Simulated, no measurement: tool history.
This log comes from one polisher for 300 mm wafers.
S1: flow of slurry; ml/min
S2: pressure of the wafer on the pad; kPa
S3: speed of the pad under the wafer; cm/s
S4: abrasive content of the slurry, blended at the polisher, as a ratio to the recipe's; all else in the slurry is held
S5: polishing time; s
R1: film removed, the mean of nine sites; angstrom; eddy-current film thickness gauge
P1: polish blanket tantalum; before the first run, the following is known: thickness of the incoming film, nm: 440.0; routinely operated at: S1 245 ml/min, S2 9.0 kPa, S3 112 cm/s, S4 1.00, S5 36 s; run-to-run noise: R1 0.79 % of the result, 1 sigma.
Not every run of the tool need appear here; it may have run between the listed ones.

{"run": 1, "hour": 11.7, "S1": 245, "S2": 9.0, "S3": 112, "S4": 1.0, "S5": 36, "R1": 413.04}
{"run": 2, "hour": 24.2, "S1": 170, "S2": 9.0, "S3": 112, "S4": 1.0, "S5": 57, "R1": 604.87}
{"run": 3, "hour": 39.1, "S1": 245, "S2": 4.8, "S3": 112, "S4": 1.0, "S5": 36, "R1": 221.24}
{"run": 4, "hour": 51.3, "S1": 245, "S2": 9.0, "S3": 112, "S4": 1.0, "S5": 36, "R1": 405.69}
{"run": 5, "hour": 67.4, "S1": 245, "S2": 9.0, "S3": 112, "S4": 1.0, "S5": 27, "R1": 308.57}
{"run": 6, "hour": 83.0, "S1": 245, "S2": 9.0, "S3": 112, "S4": 1.0, "S5": 36, "R1": 408.98}
{"run": 7, "hour": 96.6, "S1": 245, "S2": 9.0, "S3": 112, "S4": 1.0, "S5": 50, "R1": 558.29}
{"run": 8, "hour": 112.7, "S1": 375, "S2": 9.0, "S3": 112, "S4": 1.0, "S5": 36, "R1": 417.77}
{"run": 9, "hour": 122.1, "S1": 245, "S2": 9.0, "S3": 112, "S4": 0.55, "S5": 36, "R1": 331.62}
{"run": 10, "hour": 131.4, "S1": 245, "S2": 11.7, "S3": 112, "S4": 1.0, "S5": 36, "R1": 528.12}
{"run": 11, "hour": 148.0, "S1": 245, "S2": 9.0, "S3": 166, "S4": 1.0, "S5": 36, "R1": 613.71}
{"run": 12, "hour": 159.8, "S1": 245, "S2": 9.0, "S3": 66, "S4": 1.0, "S5": 36, "R1": 241.46}
{"run": 13, "hour": 173.1, "S1": 245, "S2": 9.0, "S3": 112, "S4": 1.0, "S5": 36, "R1": 405.65}
{"run": 14, "hour": 186.3, "S1": 245, "S2": 9.0, "S3": 112, "S4": 1.5, "S5": 36, "R1": 450.05}
{"run": 15, "hour": 198.9, "S1": 145, "S2": 9.0, "S3": 112, "S4": 1.0, "S5": 36, "R1": 372.16}
{"run": 16, "hour": 212.9, "S1": 245, "S2": 9.0, "S3": 112, "S4": 1.0, "S5": 36, "R1": 410.15}

Run 17, settings as shown, results not yet in. Your forecast:
{"run": 17, "hour": 223.8, "S1": 245, "S2": 9.0, "S3": 112, "S4": 1.0, "S5": 36, "R1": "?"}

Run 17 measured R1 395.79 angstrom.

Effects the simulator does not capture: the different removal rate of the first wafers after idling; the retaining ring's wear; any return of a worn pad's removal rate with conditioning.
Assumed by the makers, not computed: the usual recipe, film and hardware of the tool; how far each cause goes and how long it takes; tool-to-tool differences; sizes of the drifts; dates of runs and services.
